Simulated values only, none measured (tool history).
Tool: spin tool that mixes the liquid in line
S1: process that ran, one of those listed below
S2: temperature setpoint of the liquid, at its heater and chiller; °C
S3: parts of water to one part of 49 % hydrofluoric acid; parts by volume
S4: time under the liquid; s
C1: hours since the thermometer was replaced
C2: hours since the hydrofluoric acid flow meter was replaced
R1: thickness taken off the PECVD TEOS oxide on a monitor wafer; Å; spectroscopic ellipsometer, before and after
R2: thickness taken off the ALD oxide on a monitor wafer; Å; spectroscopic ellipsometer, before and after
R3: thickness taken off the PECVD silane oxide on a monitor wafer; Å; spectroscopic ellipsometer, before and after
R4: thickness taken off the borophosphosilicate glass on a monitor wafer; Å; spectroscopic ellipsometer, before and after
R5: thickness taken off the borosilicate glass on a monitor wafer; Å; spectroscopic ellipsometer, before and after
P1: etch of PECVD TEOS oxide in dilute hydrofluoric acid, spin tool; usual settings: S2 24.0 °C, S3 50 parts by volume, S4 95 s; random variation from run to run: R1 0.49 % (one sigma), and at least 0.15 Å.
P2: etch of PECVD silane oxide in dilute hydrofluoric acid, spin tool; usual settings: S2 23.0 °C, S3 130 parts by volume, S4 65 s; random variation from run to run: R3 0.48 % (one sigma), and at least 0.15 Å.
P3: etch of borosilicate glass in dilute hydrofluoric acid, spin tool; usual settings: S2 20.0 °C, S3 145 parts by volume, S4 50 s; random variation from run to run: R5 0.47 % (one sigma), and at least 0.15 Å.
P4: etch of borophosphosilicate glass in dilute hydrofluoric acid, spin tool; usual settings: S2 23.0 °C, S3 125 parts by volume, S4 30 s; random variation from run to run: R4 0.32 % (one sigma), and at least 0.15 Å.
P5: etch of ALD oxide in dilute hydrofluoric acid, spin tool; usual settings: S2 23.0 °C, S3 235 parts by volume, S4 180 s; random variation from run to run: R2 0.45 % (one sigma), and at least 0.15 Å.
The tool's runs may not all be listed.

Run 1, hour 15.7: S1 P1, S2 24.0 °C, S3 50 parts by volume, S4 95 s; C1 295.4; C2 255.0. Result: R1 523.09 Å.
Run 2, hour 24.5: S1 P1, S2 30.5 °C, S3 50 parts by volume, S4 95 s; C1 304.2; C2 263.8. Result: R1 680.13 Å.
Run 3, hour 33.5: S1 P1, S2 30.0 °C, S3 50 parts by volume, S4 25 s; C1 313.2; C2 272.8. Result: R1 173.76 Å.
Run 4, hour 40.9: S1 P1, S2 19.0 °C, S3 50 parts by volume, S4 95 s; C1 320.6; C2 280.2. Result: R1 422.52 Å.
Run 5, hour 54.5: S1 P1, S2 24.0 °C, S3 20 parts by volume, S4 95 s; C1 334.2; C2 293.8. Result: R1 1363.80 Å.
Run 6, hour 62.7: S1 P1, S2 24.0 °C, S3 50 parts by volume, S4 95 s; C1 342.4; C2 302.0. Result: R1 520.64 Å.
Run 7, hour 77.0: S1 P5, S2 23.0 °C, S3 235 parts by volume, S4 180 s; C1 356.7; C2 316.3. Result: R2 122.440 Å.
Run 8, hour 89.4: S1 P5, S2 23.0 °C, S3 420 parts by volume, S4 180 s; C1 369.1; C2 328.7. Result: R2 58.243 Å.
Run 9, hour 97.6: S1 P2, S2 23.0 °C, S3 130 parts by volume, S4 65 s; C1 377.3; C2 336.9. Result: R3 91.012 Å.
Run 10, hour 104.7: S1 P5, S2 29.0 °C, S3 235 parts by volume, S4 180 s; C1 384.4; C2 344.0. Result: R2 151.090 Å.
Run 11, hour 117.1: S1 P1, S2 24.0 °C, S3 50 parts by volume, S4 95 s; C1 396.8; C2 356.4. Result: R1 522.98 Å.
Run 12, hour 129.9: S1 P4, S2 23.0 °C, S3 195 parts by volume, S4 30 s; C1 409.6; C2 369.2. Result: R4 70.583 Å.
Run 13, hour 142.1: S1 P1, S2 24.0 °C, S3 50 parts by volume, S4 160 s; C1 421.8; C2 381.4. Result: R1 871.85 Å.
Run 14, hour 152.9: S1 P1, S2 24.0 °C, S3 50 parts by volume, S4 95 s; C1 432.6; C2 392.2. Result: R1 520.92 Å.
Run 15, hour 168.1: S1 P2, S2 23.0 °C, S3 130 parts by volume, S4 65 s; C1 447.8; C2 407.4. Result: R3 91.971 Å.
Run 16, hour 183.3: S1 P2, S2 23.0 °C, S3 205 parts by volume, S4 65 s; C1 463.0; C2 422.6. Result: R3 53.500 Å.
Run 17, hour 192.2: S1 P5, S2 23.0 °C, S3 235 parts by volume, S4 355 s; C1 471.9; C2 431.5. Result: R2 242.320 Å.
Run 18, hour 205.1: S1 P3, S2 17.0 °C, S3 145 parts by volume, S4 50 s; C1 484.8; C2 444.4. Result: R5 97.677 Å.
Run 19, hour 216.5: S1 P1, S2 29.0 °C, S3 20 parts by volume, S4 95 s; C1 496.2; C2 455.8. Result: R1 1659.40 Å.
Run 20, hour 227.3: S1 P2, S2 17.0 °C, S3 130 parts by volume, S4 65 s; C1 507.0; C2 466.6. Result: R3 72.293 Å.
Run 21, hour 240.7: S1 P3, S2 20.0 °C, S3 145 parts by volume, S4 50 s; C1 520.4; C2 480.0. Result: R5 110.990 Å.
Run 22, hour 254.4: S1 P1, S2 24.0 °C, S3 70 parts by volume, S4 95 s; C1 534.1; C2 493.7. Result: R1 364.25 Å.
Run 23, hour 264.0: S1 P1, S2 24.0 °C, S3 50 parts by volume, S4 20 s; C1 543.7; C2 503.3. Result: R1 110.00 Å.
Run 24, hour 274.0: S1 P3, S2 20.0 °C, S3 145 parts by volume, S4 100 s; C1 553.7; C2 513.3. Result: R5 220.340 Å.
Run 25, hour 282.4: S1 P5, S2 23.0 °C, S3 235 parts by volume, S4 180 s; C1 562.1; C2 521.7. Result: R2 122.500 Å.
Run 26, hour 291.3: S1 P3, S2 20.0 °C, S3 145 parts by volume, S4 50 s; C1 571.0; C2 530.6. Result: R5 110.340 Å.
Run 27, hour 303.4: S1 P3, S2 20.0 °C, S3 90 parts by volume, S4 50 s; C1 583.1; C2 542.7. Result: R5 189.800 Å.
Run 28, hour 315.5: S1 P4, S2 23.0 °C, S3 125 parts by volume, S4 60 s; C1 595.2; C2 554.8. Result: R4 239.560 Å.
Run 29, hour 328.0: S1 P2, S2 23.0 °C, S3 130 parts by volume, S4 15 s; C1 607.7; C2 567.3. Result: R3 21.038 Å.
Run 30, hour 336.7: S1 P4, S2 23.0 °C, S3 125 parts by volume, S4 30 s; C1 616.4; C2 576.0. Result: R4 120.340 Å.
Run 31, hour 352.5: S1 P1, S2 24.0 °C, S3 50 parts by volume, S4 95 s; C1 632.2; C2 591.8. Result: R1 521.06 Å.
Run 32, hour 365.7: S1 P4, S2 17.0 °C, S3 125 parts by volume, S4 30 s; C1 645.4; C2 605.0. Result: R4 94.249 Å.
Run 33, hour 377.9: S1 P1, S2 24.0 °C, S3 50 parts by volume, S4 95 s; C1 657.6; C2 617.2. Result: R1 519.65 Å.
Run 34, hour 392.7: S1 P1, S2 24.0 °C, S3 50 parts by volume, S4 95 s; C1 672.4; C2 632.0. Result: R1 503.85 Å.
Run 35, hour 408.8: S1 P1, S2 24.0 °C, S3 50 parts by volume, S4 95 s; C1 688.5; C2 648.1. Result: R1 501.15 Å.
Run 36, hour 423.9: S1 P1, S2 24.0 °C, S3 50 parts by volume, S4 95 s; C1 703.6; C2 663.2. Result: R1 492.40 Å.
Run 37, hour 432.6: S1 P1, S2 24.0 °C, S3 50 parts by volume, S4 95 s; C1 712.3; C2 671.9. Result: R1 489.95 Å.
Run 38, hour 446.8: S1 P1, S2 24.0 °C, S3 50 parts by volume, S4 95 s; C1 726.5; C2 686.1. Result: R1 489.18 Å.
Run 39, hour 455.0: S1 P1, S2 24.0 °C, S3 50 parts by volume, S4 95 s; C1 734.7; C2 694.3. Result: R1 492.65 Å.

What P1 gives has crept away from where it was. These 2 causes fit the log equally well, each at the size given:
A: liquid colder than its thermometer reads (K) = 1.58
B: hydrofluoric acid flow below the setpoint (%) = 5.94
The creep began at about hour 377.9.

4 check runs are offered, each on 2 wafers whose results are averaged, their results left as question marks. Which one tells the causes apart?
Run check 1, hour 463.2: S1 P3, S2 17.0 °C, S3 145 parts by volume, S4 95 s. Result: R5 ?.
Run check 2, hour 463.2: S1 P2, S2 18.0 °C, S3 130 parts by volume, S4 40 s. Result: R3 ?.
Run check 3, hour 463.2: S1 P5, S2 23.0 °C, S3 415 parts by volume, S4 295 s. Result: R2 ?.
Run check 4, hour 463.2: S1 P4, S2 19.0 °C, S3 125 parts by volume, S4 55 s. Result: R4 ?.

What each check would give under each cause:
  check  result     if A     if B
check 1      R5  174.400  173.580
check 2      R3   43.297   43.116
check 3      R2   91.153   88.371
check 4      R4  175.700  174.910
How far apart the two closest causes lie, in the result that separates them most: check 1 0.47 %; check 2 0.42 %; check 3 3.1 %; check 4 0.45 %
Only check 3 tells the causes apart: in the others they would give nearly the same result.

Then check 3 was run and gave: R2 88.823 Å. Which cause is it?

It is B: hydrofluoric acid flow below the setpoint (%).
